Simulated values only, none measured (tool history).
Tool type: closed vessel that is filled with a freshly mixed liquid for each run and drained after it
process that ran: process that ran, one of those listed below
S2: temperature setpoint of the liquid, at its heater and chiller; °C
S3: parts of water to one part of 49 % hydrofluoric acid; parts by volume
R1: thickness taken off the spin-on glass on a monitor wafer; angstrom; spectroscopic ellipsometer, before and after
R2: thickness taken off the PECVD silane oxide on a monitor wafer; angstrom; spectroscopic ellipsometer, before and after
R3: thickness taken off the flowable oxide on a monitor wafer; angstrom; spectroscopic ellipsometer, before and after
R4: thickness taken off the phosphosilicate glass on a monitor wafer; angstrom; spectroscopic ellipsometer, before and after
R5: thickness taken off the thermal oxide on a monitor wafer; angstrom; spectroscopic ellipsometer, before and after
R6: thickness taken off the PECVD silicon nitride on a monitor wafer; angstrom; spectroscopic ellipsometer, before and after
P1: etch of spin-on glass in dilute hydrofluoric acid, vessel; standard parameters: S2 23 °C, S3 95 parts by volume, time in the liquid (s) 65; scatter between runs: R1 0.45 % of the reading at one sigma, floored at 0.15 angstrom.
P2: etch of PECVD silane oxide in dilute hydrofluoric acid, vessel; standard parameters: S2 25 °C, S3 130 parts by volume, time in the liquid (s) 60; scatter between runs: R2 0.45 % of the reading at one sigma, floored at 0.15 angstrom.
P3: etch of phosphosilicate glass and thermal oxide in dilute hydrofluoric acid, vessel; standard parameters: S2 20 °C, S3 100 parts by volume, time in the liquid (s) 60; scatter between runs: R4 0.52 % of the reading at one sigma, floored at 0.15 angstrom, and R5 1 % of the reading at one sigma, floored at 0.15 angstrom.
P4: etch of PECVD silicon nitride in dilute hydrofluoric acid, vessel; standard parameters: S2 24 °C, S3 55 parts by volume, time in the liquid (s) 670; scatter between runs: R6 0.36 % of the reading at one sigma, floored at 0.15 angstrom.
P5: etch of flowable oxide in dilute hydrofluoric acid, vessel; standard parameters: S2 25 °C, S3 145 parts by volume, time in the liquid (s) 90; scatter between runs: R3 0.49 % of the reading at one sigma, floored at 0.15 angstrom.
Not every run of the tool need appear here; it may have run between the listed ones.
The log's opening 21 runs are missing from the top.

Run 22, hour 126.9: process that ran P4, S2 24 °C, S3 55 parts by volume, time in the liquid (s) 670. Result: R6 209.77 angstrom.
Run 23, hour 132.8: process that ran P1, S2 17 °C, S3 175 parts by volume, time in the liquid (s) 65. Result: R1 87.37 angstrom.
Run 24, hour 140: process that ran P1, S2 23 °C, S3 95 parts by volume, time in the liquid (s) 30. Result: R1 103.67 angstrom.
Run 25, hour 147.2: process that ran P1, S2 23 °C, S3 95 parts by volume, time in the liquid (s) 65. Result: R1 226.39 angstrom.
Run 26, hour 153.3: process that ran P1, S2 23 °C, S3 55 parts by volume, time in the liquid (s) 65. Result: R1 408.45 angstrom.
Run 27, hour 157.5: process that ran P1, S2 23 °C, S3 95 parts by volume, time in the liquid (s) 65. Result: R1 224.84 angstrom.
Run 28, hour 161.6: process that ran P4, S2 30 °C, S3 55 parts by volume, time in the liquid (s) 670. Result: R6 310.41 angstrom.
Run 29, hour 166.2: process that ran P1, S2 23 °C, S3 95 parts by volume, time in the liquid (s) 65. Result: R1 224.43 angstrom.
Run 30, hour 171.7: process that ran P3, S2 27.5 °C, S3 100 parts by volume, time in the liquid (s) 60. Result: R4 407.26 angstrom, R5 32.881 angstrom.
Run 31, hour 177.5: process that ran P2, S2 25 °C, S3 130 parts by volume, time in the liquid (s) 60. Result: R2 225.12 angstrom.

Run 32, settings as shown, results not yet in. Your forecast:
Run 32, hour 182.8: process that ran P2, S2 25 °C, S3 130 parts by volume, time in the liquid (s) 30. Result: R2 ?.

For run 32 the tool returned R2 113.83 angstrom.

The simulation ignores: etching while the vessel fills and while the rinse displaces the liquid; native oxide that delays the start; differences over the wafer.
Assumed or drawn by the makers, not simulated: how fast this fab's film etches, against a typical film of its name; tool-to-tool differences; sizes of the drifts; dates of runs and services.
